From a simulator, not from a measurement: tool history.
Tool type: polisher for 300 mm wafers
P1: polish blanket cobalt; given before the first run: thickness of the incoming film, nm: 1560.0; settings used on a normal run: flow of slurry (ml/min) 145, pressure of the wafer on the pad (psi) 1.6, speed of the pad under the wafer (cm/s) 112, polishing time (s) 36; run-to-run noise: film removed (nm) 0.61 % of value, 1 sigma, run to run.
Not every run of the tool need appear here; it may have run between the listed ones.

run,day,flow of slurry (ml/min),pressure of the wafer on the pad (psi),speed of the pad under the wafer (cm/s),polishing time (s),wafers polished on this pad,hours since the slurry nozzle was cleaned,hours since the head pressure was calibrated,film removed (nm)
1,0.254,145,1.6,112,36,706,87.4,616.1,167.45
2,0.508,145,1.6,68,18,785,93.5,622.2,51.188
3,1.042,145,1.6,112,57,951,106.3,635,267.83
4,1.483,210,1.6,112,36,1089,116.9,645.6,177.58
5,2.004,145,0.7,112,36,1251,129.4,658.1,73.164
6,2.279,110,1.6,74,36,1336,136,664.7,104.71
7,2.671,145,1.6,146,36,1458,145.4,674.1,217.29
# day 3.125: head pressure recalibrated
8,3.129,145,1.6,50,36,1601,156.4,0.1,74.659
9,3.625,145,1.6,112,36,1755,168.3,12,167.76
10,4.188,95,1.6,156,36,1930,181.8,25.5,216.45
11,4.462,145,1.6,112,36,2016,188.4,32.1,168.99
12,5.021,145,1.6,112,18,2190,201.8,45.5,84.699
13,5.292,145,1.6,112,36,2274,208.3,52,167.59
14,5.683,85,1.6,112,36,2396,217.7,61.4,147.93
15,5.979,145,2.5,112,36,2488,224.8,68.5,261.96
16,6.454,145,1.6,112,36,2636,236.2,79.9,167.87
17,7.017,145,1.6,112,36,2811,249.7,93.4,168.57
18,7.296,145,1.6,112,36,2897,256.4,100.1,166.36
19,7.55,145,1.6,112,36,2977,262.5,106.2,161.69
20,8.112,145,1.6,112,36,3152,276,119.7,158.84
21,8.475,145,1.6,112,36,3264,284.7,128.4,156.75
# day 8.646: head pressure recalibrated
22,9.012,145,1.6,112,36,3432,297.6,8.9,152.91
23,9.504,145,1.6,112,36,3585,309.4,20.7,152.29
24,9.792,145,1.6,112,36,3674,316.3,27.6,150.27
25,10.142,145,1.6,112,36,3783,324.7,36,151.9
26,10.538,145,1.6,112,36,3906,334.2,45.5,151.07
27,11.054,145,1.6,112,36,4067,346.6,57.9,150.75

Compared with where it was, what P1 gives has crept away. Each cause listed below fits the log as well as the rest, at the size given for it:
A: slurry flow missing at the pad, % = 38.2
B: removal rate lost through wear of the pad, % = 10.2
The gradual shift began around day 7.017.
Ruled out, with reasons:
head's pressure below its setpoint, %: work on it at day 8.646, done after the drift set in, did not restore what the process gave before

4 check runs are offered, each on 2 wafers whose results are averaged, their results left as question marks. Which one tells the causes apart?
check 1,11.571,145,0.7,50,36,,,,?
check 2,11.571,145,1.6,112,47,,,,?
check 3,11.571,145,2.5,112,46,,,,?
check 4,11.571,210,1.6,112,26,,,,?

If the cause were each of the candidates in turn, the checks would give the following:
check,result,if A,if B
check 1,film removed (nm),29.475,29.467
check 2,film removed (nm),197.02,196.97
check 3,film removed (nm),301.3,301.22
check 4,film removed (nm),118.85,115.21
How far apart the two closest causes lie, in the result that separates them most: check 1 0.03 %; check 2 0.03 %; check 3 0.03 %; check 4 3.11 %
The other checks would show nearly matching results whichever cause is true, so check 4 is the only one that separates the causes.

Check 4 was carried out, with these results: film removed (nm) 118.94. Which of the listed causes is responsible?

A is the cause: slurry flow missing at the pad, %.
